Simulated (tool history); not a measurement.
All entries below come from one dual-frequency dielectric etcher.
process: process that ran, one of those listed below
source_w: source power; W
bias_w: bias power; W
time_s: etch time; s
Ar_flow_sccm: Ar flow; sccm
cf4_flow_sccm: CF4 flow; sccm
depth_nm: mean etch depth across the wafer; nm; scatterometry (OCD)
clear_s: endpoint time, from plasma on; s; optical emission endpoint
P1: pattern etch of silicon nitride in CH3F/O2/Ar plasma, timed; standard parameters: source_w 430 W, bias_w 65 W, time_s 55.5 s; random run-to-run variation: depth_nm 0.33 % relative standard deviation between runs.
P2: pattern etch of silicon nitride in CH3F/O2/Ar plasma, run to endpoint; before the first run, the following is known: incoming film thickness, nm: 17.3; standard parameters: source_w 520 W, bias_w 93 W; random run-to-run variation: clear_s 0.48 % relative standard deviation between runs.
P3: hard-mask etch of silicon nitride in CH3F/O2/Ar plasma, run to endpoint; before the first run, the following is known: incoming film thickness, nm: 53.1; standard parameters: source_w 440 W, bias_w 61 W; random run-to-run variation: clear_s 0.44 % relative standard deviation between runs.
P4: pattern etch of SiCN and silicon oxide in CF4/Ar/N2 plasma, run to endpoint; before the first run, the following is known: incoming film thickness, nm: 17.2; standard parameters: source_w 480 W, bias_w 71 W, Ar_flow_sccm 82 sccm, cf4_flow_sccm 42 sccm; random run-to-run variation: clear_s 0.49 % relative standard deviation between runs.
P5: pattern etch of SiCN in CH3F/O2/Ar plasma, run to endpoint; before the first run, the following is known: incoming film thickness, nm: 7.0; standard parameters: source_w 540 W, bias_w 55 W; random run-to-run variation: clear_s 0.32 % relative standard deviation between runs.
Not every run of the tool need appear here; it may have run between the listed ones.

{"run": 1, "hour": 6.0, "process": "P1", "source_w": 430, "bias_w": 65, "time_s": 55.5, "depth_nm": 39.731}
{"run": 2, "hour": 12.9, "process": "P5", "source_w": 540, "bias_w": 32, "clear_s": 21.362}
{"run": 3, "hour": 21.7, "process": "P3", "source_w": 290, "bias_w": 61, "clear_s": 94.253}
{"run": 4, "hour": 30.5, "process": "P4", "source_w": 480, "bias_w": 42, "Ar_flow_sccm": 82, "cf4_flow_sccm": 42, "clear_s": 23.96}
{"run": 5, "hour": 39.5, "process": "P5", "source_w": 320, "bias_w": 55, "clear_s": 22.208}
{"run": 6, "hour": 45.4, "process": "P2", "source_w": 420, "bias_w": 93, "clear_s": 22.008}
{"run": 7, "hour": 52.2, "process": "P3", "source_w": 440, "bias_w": 61, "clear_s": 80.586}
{"run": 8, "hour": 56.8, "process": "P1", "source_w": 590, "bias_w": 52, "time_s": 55.5, "depth_nm": 41.877}
{"run": 9, "hour": 62.1, "process": "P4", "source_w": 480, "bias_w": 71, "Ar_flow_sccm": 55, "cf4_flow_sccm": 42, "clear_s": 18.932}
{"run": 10, "hour": 69.3, "process": "P1", "source_w": 580, "bias_w": 49, "time_s": 55.5, "depth_nm": 40.987}
{"run": 11, "hour": 76.0, "process": "P3", "source_w": 440, "bias_w": 37, "clear_s": 93.457}
{"run": 12, "hour": 84.7, "process": "P1", "source_w": 430, "bias_w": 65, "time_s": 55.5, "depth_nm": 39.856}
{"run": 13, "hour": 92.7, "process": "P4", "source_w": 660, "bias_w": 71, "Ar_flow_sccm": 82, "cf4_flow_sccm": 42, "clear_s": 15.094}
{"run": 14, "hour": 98.7, "process": "P1", "source_w": 280, "bias_w": 65, "time_s": 55.5, "depth_nm": 33.689}
{"run": 15, "hour": 107.7, "process": "P1", "source_w": 430, "bias_w": 65, "time_s": 55.5, "depth_nm": 39.701}
{"run": 16, "hour": 114.9, "process": "P5", "source_w": 540, "bias_w": 55, "clear_s": 18.257}
{"run": 17, "hour": 124.2, "process": "P4", "source_w": 480, "bias_w": 71, "Ar_flow_sccm": 82, "cf4_flow_sccm": 56, "clear_s": 19.119}
{"run": 18, "hour": 132.3, "process": "P5", "source_w": 540, "bias_w": 55, "clear_s": 18.152}
{"run": 19, "hour": 139.5, "process": "P4", "source_w": 480, "bias_w": 71, "Ar_flow_sccm": 82, "cf4_flow_sccm": 42, "clear_s": 20.006}
{"run": 20, "hour": 145.8, "process": "P1", "source_w": 340, "bias_w": 41, "time_s": 55.5, "depth_nm": 31.244}
{"run": 21, "hour": 152.1, "process": "P2", "source_w": 520, "bias_w": 93, "clear_s": 20.506}
{"run": 22, "hour": 156.7, "process": "P1", "source_w": 430, "bias_w": 41, "time_s": 55.5, "depth_nm": 34.445}
{"run": 23, "hour": 162.6, "process": "P2", "source_w": 520, "bias_w": 131, "clear_s": 17.827}
{"run": 24, "hour": 171.1, "process": "P1", "source_w": 550, "bias_w": 65, "time_s": 55.5, "depth_nm": 43.868}
{"run": 25, "hour": 178.5, "process": "P1", "source_w": 430, "bias_w": 65, "time_s": 74, "depth_nm": 53.032}
{"run": 26, "hour": 187.0, "process": "P1", "source_w": 430, "bias_w": 65, "time_s": 41, "depth_nm": 29.181}
{"run": 27, "hour": 193.7, "process": "P1", "source_w": 430, "bias_w": 65, "time_s": 55.5, "depth_nm": 39.61}
{"run": 28, "hour": 197.8, "process": "P1", "source_w": 430, "bias_w": 65, "time_s": 55.5, "depth_nm": 39.531}
{"run": 29, "hour": 203.4, "process": "P1", "source_w": 430, "bias_w": 79, "time_s": 55.5, "depth_nm": 42.652}
{"run": 30, "hour": 208.9, "process": "P1", "source_w": 430, "bias_w": 65, "time_s": 55.5, "depth_nm": 39.937}
{"run": 31, "hour": 218.2, "process": "P1", "source_w": 430, "bias_w": 65, "time_s": 55.5, "depth_nm": 39.754}
{"run": 32, "hour": 226.8, "process": "P1", "source_w": 430, "bias_w": 65, "time_s": 55.5, "depth_nm": 39.853}
{"run": 33, "hour": 231.9, "process": "P1", "source_w": 430, "bias_w": 65, "time_s": 55.5, "depth_nm": 39.28}
{"run": 34, "hour": 239.0, "process": "P1", "source_w": 430, "bias_w": 65, "time_s": 55.5, "depth_nm": 39.323}
{"run": 35, "hour": 245.2, "process": "P1", "source_w": 430, "bias_w": 65, "time_s": 55.5, "depth_nm": 38.978}
{"run": 36, "hour": 251.4, "process": "P1", "source_w": 430, "bias_w": 65, "time_s": 55.5, "depth_nm": 39.023}
{"run": 37, "hour": 256.8, "process": "P1", "source_w": 430, "bias_w": 65, "time_s": 55.5, "depth_nm": 38.977}
{"hour": 261.5, "done": "wet clean of the chamber"}
{"run": 38, "hour": 264.2, "process": "P1", "source_w": 430, "bias_w": 65, "time_s": 55.5, "depth_nm": 39.11}
{"run": 39, "hour": 272.3, "process": "P1", "source_w": 430, "bias_w": 65, "time_s": 55.5, "depth_nm": 39.139}
{"run": 40, "hour": 278.7, "process": "P1", "source_w": 430, "bias_w": 65, "time_s": 55.5, "depth_nm": 39.106}
{"run": 41, "hour": 283.6, "process": "P1", "source_w": 430, "bias_w": 65, "time_s": 55.5, "depth_nm": 39.226}

Compared with where it was, what P1 gives has crept away. Each cause listed below fits the log as well as the rest, at the size given for it:
A: source power that arrives under what is set, % = 4.22
B: bias power that arrives under what is set, % = 4.86
The onset of the drift is placed at about hour 226.8.
All other causes, with the reason each is excluded:
chamber walls in a state that lowers the etch rate, %: serviced at hour 261.5, after the change had begun; the process did not return to its earlier output

Consider the 4 check runs below, whose results appear as question marks and each of which averages 3 wafers. Which one distinguishes the causes, in that each cause would give it a clearly different result?
{"run": "check 1", "hour": 288.5, "process": "P3", "source_w": 360, "bias_w": 38, "clear_s": "?"}
{"run": "check 2", "hour": 288.5, "process": "P5", "source_w": 330, "bias_w": 55, "clear_s": "?"}
{"run": "check 3", "hour": 288.5, "process": "P2", "source_w": 520, "bias_w": 124, "clear_s": "?"}
{"run": "check 4", "hour": 288.5, "process": "P4", "source_w": 650, "bias_w": 61, "Ar_flow_sccm": 82, "cf4_flow_sccm": 42, "clear_s": "?"}

If the cause were each of the candidates in turn, the checks would give the following:
check=check_1 result=clear_s if_A=102.09 if_B=101.82
check=check_2 result=clear_s if_A=22.315 if_B=22.321
check=check_3 result=clear_s if_A=18.593 if_B=18.643
check=check_4 result=clear_s if_A=16.712 if_B=16.355
Gap, in per cent, between the two causes that each check separates least, read from the result that separates them most: check 1 0.27 %; check 2 0.03 %; check 3 0.27 %; check 4 2.16 %
Only in check 4 would the causes give clearly different results; in the remaining checks their results would be nearly the same.

The results of check 4 are: clear_s 16.337 s. Based on these, which of the listed causes is it?

The cause is B: bias power that arrives under what is set, %.
